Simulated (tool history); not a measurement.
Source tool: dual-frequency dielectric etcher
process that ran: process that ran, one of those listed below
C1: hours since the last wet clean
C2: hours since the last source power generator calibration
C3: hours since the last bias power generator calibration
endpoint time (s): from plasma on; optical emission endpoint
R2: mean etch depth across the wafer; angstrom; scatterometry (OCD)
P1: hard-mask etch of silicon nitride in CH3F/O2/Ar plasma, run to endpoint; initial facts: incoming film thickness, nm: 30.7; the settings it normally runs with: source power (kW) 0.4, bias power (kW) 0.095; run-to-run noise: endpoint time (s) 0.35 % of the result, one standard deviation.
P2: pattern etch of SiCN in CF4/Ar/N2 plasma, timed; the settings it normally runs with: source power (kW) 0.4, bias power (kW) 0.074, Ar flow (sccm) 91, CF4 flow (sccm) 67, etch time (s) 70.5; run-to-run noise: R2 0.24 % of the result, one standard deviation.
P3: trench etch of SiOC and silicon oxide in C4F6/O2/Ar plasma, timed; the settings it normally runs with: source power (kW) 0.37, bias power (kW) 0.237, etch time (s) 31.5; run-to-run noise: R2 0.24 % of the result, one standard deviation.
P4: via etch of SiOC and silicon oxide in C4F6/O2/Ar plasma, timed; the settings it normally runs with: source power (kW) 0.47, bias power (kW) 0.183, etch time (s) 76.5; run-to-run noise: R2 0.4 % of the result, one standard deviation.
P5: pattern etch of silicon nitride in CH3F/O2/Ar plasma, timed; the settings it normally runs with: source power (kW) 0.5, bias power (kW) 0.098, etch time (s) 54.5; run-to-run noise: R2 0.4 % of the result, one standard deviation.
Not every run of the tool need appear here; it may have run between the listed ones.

{"run": 1, "hour": 5.3, "process that ran": "P1", "source power (kW)": 0.4, "bias power (kW)": 0.095, "C1": 227.3, "C2": 535.3, "C3": 231.6, "endpoint time (s)": 40.221}
{"run": 2, "hour": 9.5, "process that ran": "P2", "source power (kW)": 0.28, "bias power (kW)": 0.074, "Ar flow (sccm)": 91, "CF4 flow (sccm)": 67, "etch time (s)": 70.5, "C1": 231.5, "C2": 539.5, "C3": 235.8, "R2": 389.35}
{"run": 3, "hour": 15.4, "process that ran": "P1", "source power (kW)": 0.49, "bias power (kW)": 0.095, "C1": 237.4, "C2": 545.4, "C3": 241.7, "endpoint time (s)": 37.139}
{"run": 4, "hour": 20.0, "process that ran": "P1", "source power (kW)": 0.4, "bias power (kW)": 0.095, "C1": 242, "C2": 550, "C3": 246.3, "endpoint time (s)": 40.311}
{"run": 5, "hour": 25.3, "process that ran": "P4", "source power (kW)": 0.47, "bias power (kW)": 0.183, "etch time (s)": 76.5, "C1": 247.3, "C2": 555.3, "C3": 251.6, "R2": 957.95}
{"run": 6, "hour": 29.5, "process that ran": "P4", "source power (kW)": 0.64, "bias power (kW)": 0.183, "etch time (s)": 76.5, "C1": 251.5, "C2": 559.5, "C3": 255.8, "R2": 1083}
{"run": 7, "hour": 35.9, "process that ran": "P2", "source power (kW)": 0.4, "bias power (kW)": 0.074, "Ar flow (sccm)": 91, "CF4 flow (sccm)": 67, "etch time (s)": 92.5, "C1": 257.9, "C2": 565.9, "C3": 262.2, "R2": 702.22}
{"run": 8, "hour": 41.1, "process that ran": "P1", "source power (kW)": 0.4, "bias power (kW)": 0.095, "C1": 263.1, "C2": 571.1, "C3": 267.4, "endpoint time (s)": 40.302}
{"run": 9, "hour": 44.1, "process that ran": "P1", "source power (kW)": 0.33, "bias power (kW)": 0.127, "C1": 266.1, "C2": 574.1, "C3": 270.4, "endpoint time (s)": 38.692}
{"run": 10, "hour": 50.5, "process that ran": "P2", "source power (kW)": 0.4, "bias power (kW)": 0.074, "Ar flow (sccm)": 91, "CF4 flow (sccm)": 67, "etch time (s)": 70.5, "C1": 272.5, "C2": 580.5, "C3": 276.8, "R2": 535.23}
{"run": 11, "hour": 55.9, "process that ran": "P3", "source power (kW)": 0.37, "bias power (kW)": 0.237, "etch time (s)": 22, "C1": 277.9, "C2": 585.9, "C3": 282.2, "R2": 460.6}
{"run": 12, "hour": 60.7, "process that ran": "P5", "source power (kW)": 0.5, "bias power (kW)": 0.098, "etch time (s)": 78.5, "C1": 282.7, "C2": 590.7, "C3": 287, "R2": 683.26}
{"run": 13, "hour": 65.9, "process that ran": "P2", "source power (kW)": 0.4, "bias power (kW)": 0.074, "Ar flow (sccm)": 91, "CF4 flow (sccm)": 67, "etch time (s)": 70.5, "C1": 287.9, "C2": 595.9, "C3": 292.2, "R2": 535.37}
{"run": 14, "hour": 70.3, "process that ran": "P1", "source power (kW)": 0.4, "bias power (kW)": 0.095, "C1": 292.3, "C2": 600.3, "C3": 296.6, "endpoint time (s)": 40.213}
{"run": 15, "hour": 75.1, "process that ran": "P2", "source power (kW)": 0.4, "bias power (kW)": 0.074, "Ar flow (sccm)": 56, "CF4 flow (sccm)": 67, "etch time (s)": 70.5, "C1": 297.1, "C2": 605.1, "C3": 301.4, "R2": 572.15}
{"run": 16, "hour": 79.3, "process that ran": "P1", "source power (kW)": 0.4, "bias power (kW)": 0.095, "C1": 301.3, "C2": 609.3, "C3": 305.6, "endpoint time (s)": 40.197}
{"run": 17, "hour": 85.4, "process that ran": "P5", "source power (kW)": 0.5, "bias power (kW)": 0.122, "etch time (s)": 54.5, "C1": 307.4, "C2": 615.4, "C3": 311.7, "R2": 512.66}
{"run": 18, "hour": 88.2, "process that ran": "P3", "source power (kW)": 0.37, "bias power (kW)": 0.3, "etch time (s)": 31.5, "C1": 310.2, "C2": 618.2, "C3": 314.5, "R2": 719.58}
{"run": 19, "hour": 92.0, "process that ran": "P1", "source power (kW)": 0.4, "bias power (kW)": 0.095, "C1": 314, "C2": 622, "C3": 318.3, "endpoint time (s)": 40.331}
{"run": 20, "hour": 98.4, "process that ran": "P1", "source power (kW)": 0.31, "bias power (kW)": 0.095, "C1": 320.4, "C2": 628.4, "C3": 324.7, "endpoint time (s)": 44.328}
{"run": 21, "hour": 103.3, "process that ran": "P1", "source power (kW)": 0.25, "bias power (kW)": 0.075, "C1": 325.3, "C2": 633.3, "C3": 329.6, "endpoint time (s)": 52.44}
{"run": 22, "hour": 109.6, "process that ran": "P5", "source power (kW)": 0.67, "bias power (kW)": 0.098, "etch time (s)": 54.5, "C1": 331.6, "C2": 639.6, "C3": 335.9, "R2": 525.43}
{"run": 23, "hour": 112.6, "process that ran": "P4", "source power (kW)": 0.47, "bias power (kW)": 0.183, "etch time (s)": 58.5, "C1": 334.6, "C2": 642.6, "C3": 338.9, "R2": 736.21}
{"run": 24, "hour": 117.9, "process that ran": "P2", "source power (kW)": 0.4, "bias power (kW)": 0.049, "Ar flow (sccm)": 91, "CF4 flow (sccm)": 67, "etch time (s)": 70.5, "C1": 339.9, "C2": 647.9, "C3": 344.2, "R2": 464.23}
{"run": 25, "hour": 124.0, "process that ran": "P3", "source power (kW)": 0.47, "bias power (kW)": 0.237, "etch time (s)": 31.5, "C1": 346, "C2": 654, "C3": 350.3, "R2": 724.36}
{"run": 26, "hour": 127.6, "process that ran": "P1", "source power (kW)": 0.4, "bias power (kW)": 0.073, "C1": 349.6, "C2": 657.6, "C3": 353.9, "endpoint time (s)": 44.177}
{"run": 27, "hour": 131.7, "process that ran": "P1", "source power (kW)": 0.4, "bias power (kW)": 0.118, "C1": 353.7, "C2": 661.7, "C3": 358, "endpoint time (s)": 37.277}
{"run": 28, "hour": 136.3, "process that ran": "P2", "source power (kW)": 0.4, "bias power (kW)": 0.074, "Ar flow (sccm)": 91, "CF4 flow (sccm)": 54, "etch time (s)": 70.5, "C1": 358.3, "C2": 666.3, "C3": 362.6, "R2": 517.95}
{"run": 29, "hour": 140.0, "process that ran": "P5", "source power (kW)": 0.5, "bias power (kW)": 0.098, "etch time (s)": 54.5, "C1": 362, "C2": 670, "C3": 366.3, "R2": 471.24}
{"run": 30, "hour": 146.0, "process that ran": "P3", "source power (kW)": 0.37, "bias power (kW)": 0.237, "etch time (s)": 31.5, "C1": 368, "C2": 676, "C3": 372.3, "R2": 661.11}
{"run": 31, "hour": 151.2, "process that ran": "P4", "source power (kW)": 0.47, "bias power (kW)": 0.23, "etch time (s)": 76.5, "C1": 373.2, "C2": 681.2, "C3": 377.5, "R2": 1032.7}
{"run": 32, "hour": 154.3, "process that ran": "P1", "source power (kW)": 0.4, "bias power (kW)": 0.095, "C1": 376.3, "C2": 684.3, "C3": 380.6, "endpoint time (s)": 40.253}
{"run": 33, "hour": 158.9, "process that ran": "P1", "source power (kW)": 0.4, "bias power (kW)": 0.095, "C1": 380.9, "C2": 688.9, "C3": 385.2, "endpoint time (s)": 40.671}
{"run": 34, "hour": 163.2, "process that ran": "P1", "source power (kW)": 0.4, "bias power (kW)": 0.095, "C1": 385.2, "C2": 693.2, "C3": 389.5, "endpoint time (s)": 40.57}
{"run": 35, "hour": 166.7, "process that ran": "P1", "source power (kW)": 0.4, "bias power (kW)": 0.095, "C1": 388.7, "C2": 696.7, "C3": 393, "endpoint time (s)": 40.722}
{"run": 36, "hour": 169.6, "process that ran": "P1", "source power (kW)": 0.4, "bias power (kW)": 0.095, "C1": 391.6, "C2": 699.6, "C3": 395.9, "endpoint time (s)": 40.909}
{"hour": 171.2, "done": "wet clean of the chamber"}
{"run": 37, "hour": 173.2, "process that ran": "P1", "source power (kW)": 0.4, "bias power (kW)": 0.095, "C1": 2.1, "C2": 703.2, "C3": 399.5, "endpoint time (s)": 40.618}
{"run": 38, "hour": 178.9, "process that ran": "P1", "source power (kW)": 0.4, "bias power (kW)": 0.095, "C1": 7.8, "C2": 708.9, "C3": 405.2, "endpoint time (s)": 40.971}
{"run": 39, "hour": 184.8, "process that ran": "P1", "source power (kW)": 0.4, "bias power (kW)": 0.095, "C1": 13.7, "C2": 714.8, "C3": 411.1, "endpoint time (s)": 40.879}
{"run": 40, "hour": 189.2, "process that ran": "P1", "source power (kW)": 0.4, "bias power (kW)": 0.095, "C1": 18.1, "C2": 719.2, "C3": 415.5, "endpoint time (s)": 40.852}

Compared with where it was, what P1 gives has crept away. Each cause listed below fits the log as well as the rest, at the size given for it:
A: bias power that arrives under what is set, % = 4.77
B: source power that arrives under what is set, % = 4.63
At approximately hour 154.3, the process output began to creep.
Other possible causes, and why each is ruled out:
chamber walls in a state that lowers the etch rate, %: serviced at hour 171.2, which brought nothing back

Question marks stand in for the results of the 4 check runs listed below, each run on one wafer. Under which run would the listed causes show clearly different results?
{"run": "check 1", "hour": 193.6, "process that ran": "P4", "source power (kW)": 0.47, "bias power (kW)": 0.224, "etch time (s)": 76.5, "R2": "?"}
{"run": "check 2", "hour": 193.6, "process that ran": "P2", "source power (kW)": 0.4, "bias power (kW)": 0.052, "Ar flow (sccm)": 91, "CF4 flow (sccm)": 67, "etch time (s)": 70.5, "R2": "?"}
{"run": "check 3", "hour": 193.6, "process that ran": "P5", "source power (kW)": 0.67, "bias power (kW)": 0.098, "etch time (s)": 76.5, "R2": "?"}
{"run": "check 4", "hour": 193.6, "process that ran": "P3", "source power (kW)": 0.47, "bias power (kW)": 0.285, "etch time (s)": 31.5, "R2": "?"}

What each check would give under each cause:
check=check_1 result=R2 if_A=1006.2 if_B=1004.2
check=check_2 result=R2 if_A=467.33 if_B=455.19
check=check_3 result=R2 if_A=729.14 if_B=728.63
check=check_4 result=R2 if_A=759.63 if_B=758.62
Smallest distance between any two causes, each pair judged by its most separating result, in per cent: check 1 0.2 %; check 2 2.63 %; check 3 0.07 %; check 4 0.13 %
Only check 2 tells the causes apart: in the others they would give nearly the same result.

The results of check 2 are: R2 456.31 angstrom. Based on these, which of the listed causes is it?

It is B: source power that arrives under what is set, %.

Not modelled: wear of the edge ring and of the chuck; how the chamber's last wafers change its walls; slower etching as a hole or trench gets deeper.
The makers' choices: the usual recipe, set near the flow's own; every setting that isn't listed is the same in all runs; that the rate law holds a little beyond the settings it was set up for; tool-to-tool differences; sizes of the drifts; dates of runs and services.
